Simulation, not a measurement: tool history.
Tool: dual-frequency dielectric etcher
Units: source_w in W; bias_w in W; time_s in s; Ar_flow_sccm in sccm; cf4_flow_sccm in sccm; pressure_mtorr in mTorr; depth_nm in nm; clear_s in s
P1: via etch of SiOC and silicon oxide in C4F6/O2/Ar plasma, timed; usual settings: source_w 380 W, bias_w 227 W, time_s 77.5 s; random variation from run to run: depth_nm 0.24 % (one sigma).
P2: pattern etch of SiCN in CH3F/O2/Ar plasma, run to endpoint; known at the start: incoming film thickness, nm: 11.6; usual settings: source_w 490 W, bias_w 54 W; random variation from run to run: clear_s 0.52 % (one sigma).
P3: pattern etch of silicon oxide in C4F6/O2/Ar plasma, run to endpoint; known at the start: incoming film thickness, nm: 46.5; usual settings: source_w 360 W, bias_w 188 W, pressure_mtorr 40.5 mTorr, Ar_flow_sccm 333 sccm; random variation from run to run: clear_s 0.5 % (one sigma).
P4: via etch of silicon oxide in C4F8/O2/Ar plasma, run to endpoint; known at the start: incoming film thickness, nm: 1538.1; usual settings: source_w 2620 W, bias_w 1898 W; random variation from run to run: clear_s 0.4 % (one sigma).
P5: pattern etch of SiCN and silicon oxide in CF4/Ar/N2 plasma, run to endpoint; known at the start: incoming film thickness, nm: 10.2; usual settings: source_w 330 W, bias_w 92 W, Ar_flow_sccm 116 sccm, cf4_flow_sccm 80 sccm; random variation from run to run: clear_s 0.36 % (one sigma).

run	day	process	source_w	bias_w	time_s	Ar_flow_sccm	cf4_flow_sccm	pressure_mtorr	hours since the last wet clean	hours since the last source power generator calibration	hours since the last bias power generator calibration	depth_nm	clear_s
1	0.225	P1	380	227	77.5				184.6	2489.2	398.6	93.73	
2	0.412	P1	380	288	49				189.1	2493.7	403.1	64.207	
3	0.675	P2	490	54					195.4	2500	409.4		32.492
4	0.946	P5	330	92		116	104		201.9	2506.5	415.9		14.272
5	1.267	P1	380	147	109				209.6	2514.2	423.6	114.51	
6	1.5	P1	380	227	114				215.2	2519.8	429.2	138.08	
7	1.704	P2	490	54					220.1	2524.7	434.1		32.721
8	1.938	P3	210	188		333		40.5	225.7	2530.3	439.7		19.332
9	2.238	P5	330	92		68	80		232.9	2537.5	446.9		13.868
10	2.492	P5	330	57		116	80		239	2543.6	453		17.632
11	2.825	P4	3290	1898					247	2551.6	461		255.5
12	3.029	P4	2620	1898					251.9	2556.5	465.9		277.9
13	3.388	P2	690	54					260.5	2565.1	474.5		28.503
14	3.629	P1	380	185	77.5				266.3	2570.9	480.3	87.38	
15	3.954	P5	330	92		116	80		274.1	2578.7	488.1		14.839
16	4.204	P1	380	312	77.5				280.1	2584.7	494.1	104.73	
17	4.533	P3	360	188		333		56.5	288	2592.6	502		16.209
18	4.833	P1	450	227	77.5				295.2	2599.8	509.2	99.801	
19	5.096	P3	360	188		333		40.5	301.5	2606.1	515.5		15.654
20	5.404	P1	380	227	77.5				308.9	2613.5	522.9	93.461	
21	5.717	P4	2620	1898					316.4	2621	530.4		278.57
22	5.983	P3	360	188		333		40.5	322.8	2627.4	536.8		15.629
23	6.192	P1	380	227	77.5				327.8	2632.4	541.8	93.45	
24	6.396	P3	360	257		333		40.5	332.7	2637.3	546.7		14.03
25	6.708	P1	380	227	77.5				340.2	2644.8	554.2	93.145	
26	6.938	P3	360	188		461		40.5	345.7	2650.3	559.7		16.242
27	7.225	P1	380	227	77.5				352.6	2657.2	566.6	93.002	
# day 7.517: bias power generator calibrated
28	7.583	P1	300	279	77.5				361.2	2665.8	1.6	92.044	
29	7.804	P2	490	77					366.5	2671.1	6.9		28.976
30	8	P1	240	227	77.5				371.2	2675.8	11.6	78.392	
31	8.188	P1	380	227	52				375.7	2680.3	16.1	62.717	
32	8.471	P5	410	92		116	80		382.5	2687.1	22.9		12.299
33	8.746	P4	2620	2331					389.1	2693.7	29.5		262.11
34	8.933	P1	380	227	77.5				393.6	2698.2	34	93.636	
35	9.2	P1	380	227	77.5				400	2704.6	40.4	93.866	
36	9.379	P1	380	227	77.5				404.3	2708.9	44.7	93.896	
37	9.729	P1	380	227	77.5				412.7	2717.3	53.1	94.407	
# day 9.904: wet clean of the chamber
38	10.008	P1	380	227	77.5				2.6	2724	59.8	94.767	
39	10.371	P1	380	227	77.5				11.3	2732.7	68.5	94.763	
40	10.621	P1	380	227	77.5				17.3	2738.7	74.5	95.067	
41	10.808	P1	380	227	77.5				21.8	2743.2	79	94.943	

What P1 gives has crept away from where it was. These 2 causes fit the log equally well, each at the size given:
A: bias power that arrives over what is set, % = 4.62
B: source power that arrives over what is set, % = 4.1
The creep began at about day 8.933.
Why every other cause is out:
chamber walls in a state that raises the etch rate, %: serviced at day 9.904, which brought nothing back

4 check runs are offered, each on 2 wafers whose results are averaged, their results left as question marks. Which one tells the causes apart?
check 1	10.996	P3	230	188		333		54.5					?
check 2	10.996	P2	660	71									?
check 3	10.996	P4	3260	1898									?
check 4	10.996	P5	330	62		116	98						?

What each check would give under each cause:
check	result	if A	if B
check 1	clear_s	19.002	18.995
check 2	clear_s	26.212	26.213
check 3	clear_s	251.58	250.6
check 4	clear_s	16.283	15.947
How far apart the two closest causes lie, in the result that separates them most: check 1 0.04 %; check 2 0.01 %; check 3 0.39 %; check 4 2.09 %
Only check 4 tells the causes apart: in the others they would give nearly the same result.

Then check 4 was run and gave: clear_s 16.283 s. Which cause is it?

It is A: bias power that arrives over what is set, %.

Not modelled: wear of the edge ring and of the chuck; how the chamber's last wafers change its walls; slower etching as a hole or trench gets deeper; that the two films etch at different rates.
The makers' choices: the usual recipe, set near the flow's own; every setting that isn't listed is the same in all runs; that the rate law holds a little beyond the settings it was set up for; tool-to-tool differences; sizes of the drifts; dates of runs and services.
